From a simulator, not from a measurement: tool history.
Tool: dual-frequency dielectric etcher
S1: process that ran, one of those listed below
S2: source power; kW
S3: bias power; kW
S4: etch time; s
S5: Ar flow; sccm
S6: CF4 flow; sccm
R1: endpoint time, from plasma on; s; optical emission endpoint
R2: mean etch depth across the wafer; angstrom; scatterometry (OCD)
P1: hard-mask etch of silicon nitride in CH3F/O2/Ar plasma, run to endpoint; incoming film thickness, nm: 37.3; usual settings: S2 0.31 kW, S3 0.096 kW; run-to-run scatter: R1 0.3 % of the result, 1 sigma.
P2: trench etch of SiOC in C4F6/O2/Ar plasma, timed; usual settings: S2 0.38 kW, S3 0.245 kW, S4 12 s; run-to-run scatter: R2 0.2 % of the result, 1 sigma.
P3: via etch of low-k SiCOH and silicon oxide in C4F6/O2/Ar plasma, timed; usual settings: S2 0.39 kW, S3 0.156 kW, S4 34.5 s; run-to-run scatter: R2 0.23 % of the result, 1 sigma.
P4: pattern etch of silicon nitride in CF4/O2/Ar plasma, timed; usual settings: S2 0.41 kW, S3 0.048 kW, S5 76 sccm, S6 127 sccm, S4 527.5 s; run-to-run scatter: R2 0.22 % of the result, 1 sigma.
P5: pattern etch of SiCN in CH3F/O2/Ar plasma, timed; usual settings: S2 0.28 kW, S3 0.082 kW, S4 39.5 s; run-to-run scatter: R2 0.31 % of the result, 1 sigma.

run	hour	S1	S2	S3	S4	S5	S6	R1	R2
1	7.7	P1	0.31	0.096				54.558	
2	20.7	P1	0.31	0.096				54.575	
3	35.2	P5	0.28	0.082	53.5				186.67
4	48.2	P4	0.24	0.048	527.5	76	127		5699.2
5	61.6	P1	0.31	0.096				54.715	
6	75.4	P1	0.31	0.072				60.313	
7	84.6	P3	0.39	0.156	34.5				788.86
8	97.6	P3	0.39	0.156	23				523.67
9	109.9	P1	0.31	0.096				54.428	
10	121.6	P1	0.22	0.079				66.448	
11	132	P2	0.38	0.245	12				268.89
12	140.8	P4	0.41	0.048	527.5	47	127		9487.7
13	148	P1	0.31	0.096				54.345	
14	158.4	P1	0.25	0.096				58.823	
15	171.2	P2	0.38	0.342	12				303.56
16	181.4	P5	0.28	0.082	39.5				137.05
17	189.1	P1	0.31	0.096				54.522	
18	198.3	P2	0.5	0.245	12				299.33
19	205.3	P4	0.41	0.048	527.5	76	127		9117.3
20	214.9	P2	0.38	0.245	9				202.55
21	226.2	P1	0.44	0.096				47.951	
22	234.9	P5	0.28	0.082	39.5				137.87
23	246.4	P4	0.41	0.036	527.5	76	127		8215.5
24	260.3	P4	0.41	0.048	527.5	76	180		9357.2
25	274.2	P5	0.28	0.049	39.5				114.7
26	283.6	P1	0.31	0.128				49.023	
27	294.5	P3	0.46	0.156	34.5				842.22
28	308.5	P1	0.31	0.096				54.777	
29	319.5	P4	0.41	0.048	792.5	76	127		13702
30	326.6	P1	0.19	0.114				61.034	
31	339.9	P3	0.39	0.214	34.5				872.51
32	350.9	P5	0.37	0.082	39.5				152.73
33	358.5	P1	0.31	0.096				54.334	
34	366.5	P1	0.31	0.096				55.188	
35	376.4	P1	0.31	0.096				54.745	
36	385.9	P1	0.31	0.096				55.198	
# hour 389.6: wet clean of the chamber
37	398.1	P1	0.31	0.096				55.519	
38	409.8	P1	0.31	0.096				55.191	
39	418.4	P1	0.31	0.096				55.123	
40	426.8	P1	0.31	0.096				55.231	
41	433.1	P1	0.31	0.096				55.354	

What P1 gives has crept away from where it was. These 2 causes fit the log equally well, each at the size given:
A: source power that arrives under what is set, % = 4.02
B: bias power that arrives under what is set, % = 4.05
The creep began at about hour 358.5.
Why every other cause is out:
chamber walls in a state that lowers the etch rate, %: serviced at hour 389.6, which brought nothing back

4 check runs are offered, one wafer each, their results left as question marks. Which one tells the causes apart?
check 1	439.4	P5	0.37	0.052	39.5				?
check 2	439.4	P3	0.39	0.21	34.5				?
check 3	439.4	P4	0.41	0.048	642	49	127		?
check 4	439.4	P2	0.5	0.307	12				?

What each check would give under each cause:
check	result	if A	if B
check 1	R2	128.32	128.61
check 2	R2	852.2	854.21
check 3	R2	11089	11337
check 4	R2	318.4	318.81
How far apart the two closest causes lie, in the result that separates them most: check 1 0.22 %; check 2 0.24 %; check 3 2.21 %; check 4 0.13 %
Only check 3 tells the causes apart: in the others they would give nearly the same result.

Then check 3 was run and gave: R2 11329 angstrom. Which cause is it?

It is B: bias power that arrives under what is set, %.
